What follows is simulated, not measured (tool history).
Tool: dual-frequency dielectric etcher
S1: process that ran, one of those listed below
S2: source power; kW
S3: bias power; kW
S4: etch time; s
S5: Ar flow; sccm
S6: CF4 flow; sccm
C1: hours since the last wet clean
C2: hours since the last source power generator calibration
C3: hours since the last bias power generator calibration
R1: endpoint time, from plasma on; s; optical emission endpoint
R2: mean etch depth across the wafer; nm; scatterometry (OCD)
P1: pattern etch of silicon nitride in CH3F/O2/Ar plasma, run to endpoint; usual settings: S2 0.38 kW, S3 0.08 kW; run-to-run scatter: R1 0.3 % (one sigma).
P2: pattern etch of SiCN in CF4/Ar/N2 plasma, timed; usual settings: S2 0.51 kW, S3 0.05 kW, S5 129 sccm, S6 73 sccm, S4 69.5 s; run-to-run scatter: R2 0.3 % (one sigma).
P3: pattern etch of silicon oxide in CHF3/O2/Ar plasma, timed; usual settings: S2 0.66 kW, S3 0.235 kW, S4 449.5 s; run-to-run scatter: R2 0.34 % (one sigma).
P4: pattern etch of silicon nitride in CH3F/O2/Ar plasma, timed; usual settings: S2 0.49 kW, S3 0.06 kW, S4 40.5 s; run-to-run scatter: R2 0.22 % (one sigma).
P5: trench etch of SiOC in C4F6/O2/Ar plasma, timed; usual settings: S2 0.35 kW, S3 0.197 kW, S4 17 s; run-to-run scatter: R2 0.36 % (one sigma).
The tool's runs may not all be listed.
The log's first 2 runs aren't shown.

| run | hour | S1 | S2 | S3 | S4 | S5 | S6 | C1 | C2 | C3 | R1 | R2 |
|---|---|---|---|---|---|---|---|---|---|---|---|---|
| 3 | 33.7 | P1 | 0.38 | 0.08 |  |  |  | 142.9 | 1857.6 | 1815.4 | 61.062 |  |
| 4 | 41.7 | P2 | 0.51 | 0.05 | 69.5 | 129 | 73 | 150.9 | 1865.6 | 1823.4 |  | 57.972 |
| 5 | 53.5 | P2 | 0.32 | 0.05 | 69.5 | 129 | 73 | 162.7 | 1877.4 | 1835.2 |  | 38.409 |
| 6 | 61.3 | P2 | 0.51 | 0.05 | 69.5 | 85 | 73 | 170.5 | 1885.2 | 1843 |  | 61.676 |
| 7 | 72.2 | P1 | 0.31 | 0.064 |  |  |  | 181.4 | 1896.1 | 1853.9 | 71.442 |  |
| 8 | 84.2 | P5 | 0.35 | 0.122 | 17 |  |  | 193.4 | 1908.1 | 1865.9 |  | 29.614 |
| 9 | 91 | P1 | 0.3 | 0.05 |  |  |  | 200.2 | 1914.9 | 1872.7 | 79.014 |  |
| 10 | 97 | P4 | 0.49 | 0.083 | 40.5 |  |  | 206.2 | 1920.9 | 1878.7 |  | 32.051 |
| 11 | 104.3 | P5 | 0.44 | 0.197 | 17 |  |  | 213.5 | 1928.2 | 1886 |  | 37.44 |
| 12 | 112.4 | P1 | 0.29 | 0.08 |  |  |  | 221.6 | 1936.3 | 1894.1 | 67.94 |  |
| 13 | 118.4 | P1 | 0.47 | 0.08 |  |  |  | 227.6 | 1942.3 | 1900.1 | 56.623 |  |
| 14 | 127.5 | P3 | 0.66 | 0.235 | 449.5 |  |  | 236.7 | 1951.4 | 1909.2 |  | 1019.1 |
| 15 | 138.6 | P1 | 0.38 | 0.08 |  |  |  | 247.8 | 1962.5 | 1920.3 | 61.216 |  |
| 16 | 151 | P1 | 0.48 | 0.055 |  |  |  | 260.2 | 1974.9 | 1932.7 | 63.443 |  |
| 17 | 159.9 | P2 | 0.51 | 0.05 | 46.5 | 129 | 73 | 269.1 | 1983.8 | 1941.6 |  | 38.593 |
| 18 | 167.9 | P5 | 0.35 | 0.197 | 17 |  |  | 277.1 | 1991.8 | 1949.6 |  | 33.893 |
| 19 | 180.3 | P1 | 0.38 | 0.108 |  |  |  | 289.5 | 2004.2 | 1962 | 55.044 |  |
| 20 | 193.1 | P4 | 0.49 | 0.06 | 40.5 |  |  | 302.3 | 2017 | 1974.8 |  | 28.762 |
| 21 | 201.2 | P4 | 0.49 | 0.06 | 57.5 |  |  | 310.4 | 2025.1 | 1982.9 |  | 40.857 |
|  | 204.7 | bias power generator calibrated |
| 22 | 214.9 | P5 | 0.35 | 0.197 | 12.5 |  |  | 324.1 | 2038.8 | 10.2 |  | 24.917 |
| 23 | 228.5 | P2 | 0.51 | 0.05 | 69.5 | 129 | 56 | 337.7 | 2052.4 | 23.8 |  | 54.921 |

Run 24 comes next. What will it give?
| 24 | 235.6 | P4 | 0.33 | 0.06 | 40.5 |  |  | 344.8 | 2059.5 | 30.9 |  | ? |

R2: 24.736 nm
